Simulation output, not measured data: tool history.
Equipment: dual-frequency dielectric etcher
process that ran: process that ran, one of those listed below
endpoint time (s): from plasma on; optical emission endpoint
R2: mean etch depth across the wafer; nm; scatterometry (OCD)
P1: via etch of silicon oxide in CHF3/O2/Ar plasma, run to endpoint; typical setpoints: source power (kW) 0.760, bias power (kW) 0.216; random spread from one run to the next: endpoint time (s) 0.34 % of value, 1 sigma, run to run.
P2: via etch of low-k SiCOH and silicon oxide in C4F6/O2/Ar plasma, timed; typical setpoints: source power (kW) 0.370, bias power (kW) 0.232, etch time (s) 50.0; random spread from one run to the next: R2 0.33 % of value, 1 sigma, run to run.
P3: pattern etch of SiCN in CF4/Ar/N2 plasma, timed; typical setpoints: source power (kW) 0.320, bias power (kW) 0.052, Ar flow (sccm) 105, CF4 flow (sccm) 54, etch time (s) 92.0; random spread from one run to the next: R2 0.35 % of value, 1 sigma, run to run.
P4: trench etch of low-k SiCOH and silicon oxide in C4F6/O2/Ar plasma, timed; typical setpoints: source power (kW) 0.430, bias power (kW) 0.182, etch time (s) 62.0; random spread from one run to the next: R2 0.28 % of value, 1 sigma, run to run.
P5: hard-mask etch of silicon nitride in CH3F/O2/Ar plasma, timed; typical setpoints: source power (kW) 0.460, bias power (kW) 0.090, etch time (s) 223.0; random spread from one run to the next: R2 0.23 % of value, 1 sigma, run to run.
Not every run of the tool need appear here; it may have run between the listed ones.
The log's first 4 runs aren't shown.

{"run": 5, "hour": 42.9, "process that ran": "P1", "source power (kW)": 0.76, "bias power (kW)": 0.216, "endpoint time (s)": 207.7}
{"run": 6, "hour": 50.8, "process that ran": "P1", "source power (kW)": 0.76, "bias power (kW)": 0.216, "endpoint time (s)": 207.7}
{"hour": 51.3, "done": "wet clean of the chamber"}
{"run": 7, "hour": 59.8, "process that ran": "P4", "source power (kW)": 0.43, "bias power (kW)": 0.182, "etch time (s)": 62.0, "R2": 206.54}
{"run": 8, "hour": 66.4, "process that ran": "P5", "source power (kW)": 0.46, "bias power (kW)": 0.09, "etch time (s)": 322.0, "R2": 251.31}
{"run": 9, "hour": 75.1, "process that ran": "P3", "source power (kW)": 0.32, "bias power (kW)": 0.052, "etch time (s)": 71.0, "Ar flow (sccm)": 105, "CF4 flow (sccm)": 54, "R2": 37.968}
{"run": 10, "hour": 82.4, "process that ran": "P2", "source power (kW)": 0.37, "bias power (kW)": 0.232, "etch time (s)": 50.0, "R2": 139.04}
{"run": 11, "hour": 90.7, "process that ran": "P3", "source power (kW)": 0.32, "bias power (kW)": 0.052, "etch time (s)": 92.0, "Ar flow (sccm)": 66, "CF4 flow (sccm)": 54, "R2": 53.152}
{"run": 12, "hour": 99.0, "process that ran": "P4", "source power (kW)": 0.28, "bias power (kW)": 0.182, "etch time (s)": 62.0, "R2": 173.96}
{"run": 13, "hour": 105.9, "process that ran": "P2", "source power (kW)": 0.37, "bias power (kW)": 0.232, "etch time (s)": 50.0, "R2": 138.73}
{"run": 14, "hour": 114.1, "process that ran": "P1", "source power (kW)": 0.76, "bias power (kW)": 0.216, "endpoint time (s)": 208.82}
{"run": 15, "hour": 122.7, "process that ran": "P1", "source power (kW)": 0.76, "bias power (kW)": 0.216, "endpoint time (s)": 208.08}
{"run": 16, "hour": 127.8, "process that ran": "P2", "source power (kW)": 0.37, "bias power (kW)": 0.184, "etch time (s)": 50.0, "R2": 128.55}
{"run": 17, "hour": 137.3, "process that ran": "P1", "source power (kW)": 0.6, "bias power (kW)": 0.216, "endpoint time (s)": 227.32}
{"run": 18, "hour": 146.9, "process that ran": "P4", "source power (kW)": 0.43, "bias power (kW)": 0.182, "etch time (s)": 62.0, "R2": 206.09}
{"run": 19, "hour": 154.8, "process that ran": "P4", "source power (kW)": 0.43, "bias power (kW)": 0.24, "etch time (s)": 62.0, "R2": 225.31}
{"run": 20, "hour": 162.0, "process that ran": "P5", "source power (kW)": 0.62, "bias power (kW)": 0.09, "etch time (s)": 223.0, "R2": 194.92}

Expected results for the next run?
{"run": 21, "hour": 172.1, "process that ran": "P3", "source power (kW)": 0.32, "bias power (kW)": 0.052, "etch time (s)": 92.0, "Ar flow (sccm)": 105, "CF4 flow (sccm)": 54, "R2": "?"}

R2: 49.500 nm

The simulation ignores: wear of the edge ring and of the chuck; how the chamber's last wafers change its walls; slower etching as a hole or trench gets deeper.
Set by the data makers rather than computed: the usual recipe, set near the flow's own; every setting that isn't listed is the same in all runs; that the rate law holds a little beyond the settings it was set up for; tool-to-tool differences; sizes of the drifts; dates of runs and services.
